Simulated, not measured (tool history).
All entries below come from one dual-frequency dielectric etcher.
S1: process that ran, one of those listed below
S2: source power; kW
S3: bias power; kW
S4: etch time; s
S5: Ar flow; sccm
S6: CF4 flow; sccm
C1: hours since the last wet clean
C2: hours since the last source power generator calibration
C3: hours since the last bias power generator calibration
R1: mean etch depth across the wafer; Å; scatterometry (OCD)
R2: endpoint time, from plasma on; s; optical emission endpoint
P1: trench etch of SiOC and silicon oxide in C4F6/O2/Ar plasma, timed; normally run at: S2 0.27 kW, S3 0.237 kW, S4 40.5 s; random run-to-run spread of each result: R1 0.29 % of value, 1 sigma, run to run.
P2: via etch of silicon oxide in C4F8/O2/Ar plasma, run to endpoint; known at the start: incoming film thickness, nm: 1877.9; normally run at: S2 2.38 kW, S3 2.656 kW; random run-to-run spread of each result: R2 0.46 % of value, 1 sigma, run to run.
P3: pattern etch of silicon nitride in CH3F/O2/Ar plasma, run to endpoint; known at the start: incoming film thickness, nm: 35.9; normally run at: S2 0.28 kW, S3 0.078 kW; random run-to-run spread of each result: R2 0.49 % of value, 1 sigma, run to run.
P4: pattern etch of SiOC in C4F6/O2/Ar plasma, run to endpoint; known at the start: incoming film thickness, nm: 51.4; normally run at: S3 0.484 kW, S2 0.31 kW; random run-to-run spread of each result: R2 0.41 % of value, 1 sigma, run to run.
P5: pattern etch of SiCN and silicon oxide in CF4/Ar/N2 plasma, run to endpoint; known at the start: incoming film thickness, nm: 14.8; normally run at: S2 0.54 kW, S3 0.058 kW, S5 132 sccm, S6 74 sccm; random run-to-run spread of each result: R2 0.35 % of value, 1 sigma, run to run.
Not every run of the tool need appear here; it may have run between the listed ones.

run   hour  S1    S2     S3    S4   S5  S6     C1      C2      C3      R1      R2
  1   11.1  P1  0.27  0.237  40.5           176.5   741.8  1732.5  752.95
  2   20.5  P5  0.54  0.058        132  45  185.9   751.2  1741.9           18.05
  3     31  P2  2.38  2.656                 196.4   761.7  1752.4          310.15
  4   43.9  P1  0.33  0.237  22.5           209.3   774.6  1765.3  450.42
  5   54.5  P5  0.54  0.081        132  74  219.9   785.2  1775.9          14.746
  6   65.1  P2   1.9  2.656                 230.5   795.8  1786.5          335.16
  7   74.4  P1  0.36  0.237  40.5           239.8   805.1  1795.8  838.88
  8   86.7  P3  0.23  0.078                 252.1   817.4  1808.1          60.259
  9  100.1  P3  0.28  0.078                 265.5   830.8  1821.5          56.103
 10  108.1  P5  0.54  0.058        180  74  273.5   838.8  1829.5          17.433
 11  119.6  P5  0.54  0.058        132  74    285   850.3    1841          16.438
 12  135.4  P4  0.24  0.484                 300.8   866.1  1856.8          20.849
 13  143.6  P1  0.27   0.16  40.5             309   874.3    1865   659.3
 14  156.5  P4  0.31  0.484                 321.9   887.2  1877.9          19.081
 15  173.3  P2  2.38  2.656                 338.7     904  1894.7          307.69
 16  187.8  P1   0.2  0.237  40.5           353.2   918.5  1909.2   670.2
 17  198.3  P1  0.27  0.237  40.5           363.7     929  1919.7  750.68
 18  214.8  P1  0.27  0.237    60           380.2   945.5  1936.2  1111.3
 19  233.2  P4  0.31  0.578                 398.6   963.9  1954.6          17.815
 20  250.3  P1  0.27  0.237  40.5           415.7     981  1971.7  751.94
 21  265.1  P1  0.27  0.237  40.5           430.5   995.8  1986.5  750.85
 22  282.2  P1  0.27  0.237  40.5           447.6  1012.9  2003.6  749.84
 23  292.4  P1  0.27  0.237  40.5           457.8  1023.1  2013.8  750.49
 24  300.7  P4  0.31  0.484                 466.1  1031.4  2022.1          19.107
 25  318.8  P5  0.54  0.058        132  74  484.2  1049.5  2040.2           16.44
 26  333.2  P3  0.28  0.102                 498.6  1063.9  2054.6          51.121
 27  344.8  P2  2.38  3.639                 510.2  1075.5  2066.2          279.73
 28  353.7  P3  0.28  0.078                 519.1  1084.4  2075.1          56.249
 29    370  P1  0.27  0.237    28           535.4  1100.7  2091.4  519.04
 30  387.9  P5  0.35  0.058        132  74  553.3  1118.6  2109.3          24.068
 31  405.1  P1  0.27  0.317  40.5           570.5  1135.8  2126.5  832.87
 32  413.7  P1  0.27  0.237  40.5           579.1  1144.4  2135.1  751.06
 33  430.1  P1  0.27  0.237  40.5           595.5  1160.8  2151.5   744.2
 34  447.7  P1  0.27  0.237  40.5           613.1  1178.4  2169.1   737.8
     463.7  -- wet clean of the chamber
 35    464  P1  0.27  0.237  40.5             0.4  1194.7  2185.4  741.59
 36  478.7  P1  0.27  0.237  40.5            15.1  1209.4  2200.1  738.84
 37  487.5  P1  0.27  0.237  40.5            23.9  1218.2  2208.9  741.48
 38  501.5  P1  0.27  0.237  40.5            37.9  1232.2  2222.9  739.71

P1 has crept away from where it was. The log is fitted equally well by each of these 2 causes, at the sizes shown:
A: bias power that arrives under what is set, % = 4.78
B: source power that arrives under what is set, % = 4.31
Onset of the creep was near hour 413.7.
Every other cause this tool's parts could produce, and why it does not fit the log:
chamber walls in a state that lowers the etch rate, %: its service at hour 463.7 followed the start of the drift and did not put the process back to its old value

The list below offers 4 check runs, each averaging the results of 2 wafers, and shows each result as a question mark. For which of them would the listed causes give clearly different results?
check 1  515.5  P3  0.28  0.078                                ?
check 2  515.5  P4  0.31  0.484                                ?
check 3  515.5  P2  2.38  2.656                                ?
check 4  515.5  P5  0.54  0.058      132  74                   ?

If the cause were each of the candidates in turn, the checks would give the following:
  check  result    if A    if B
check 1      R2  57.364  57.309
check 2      R2  19.394  19.352
check 3      R2  312.39  313.26
check 4      R2  16.728  17.117
Distance between the nearest two causes, measured in the result of the check that separates them most: check 1 0.1 %; check 2 0.22 %; check 3 0.28 %; check 4 2.3 %
The causes can be told apart only by check 4. The other checks would give nearly the same results under each of them.

Check 4 has now been run. It gave: R2 16.823 s. Which of the candidate causes is it?

It was cause A: bias power that arrives under what is set, %.
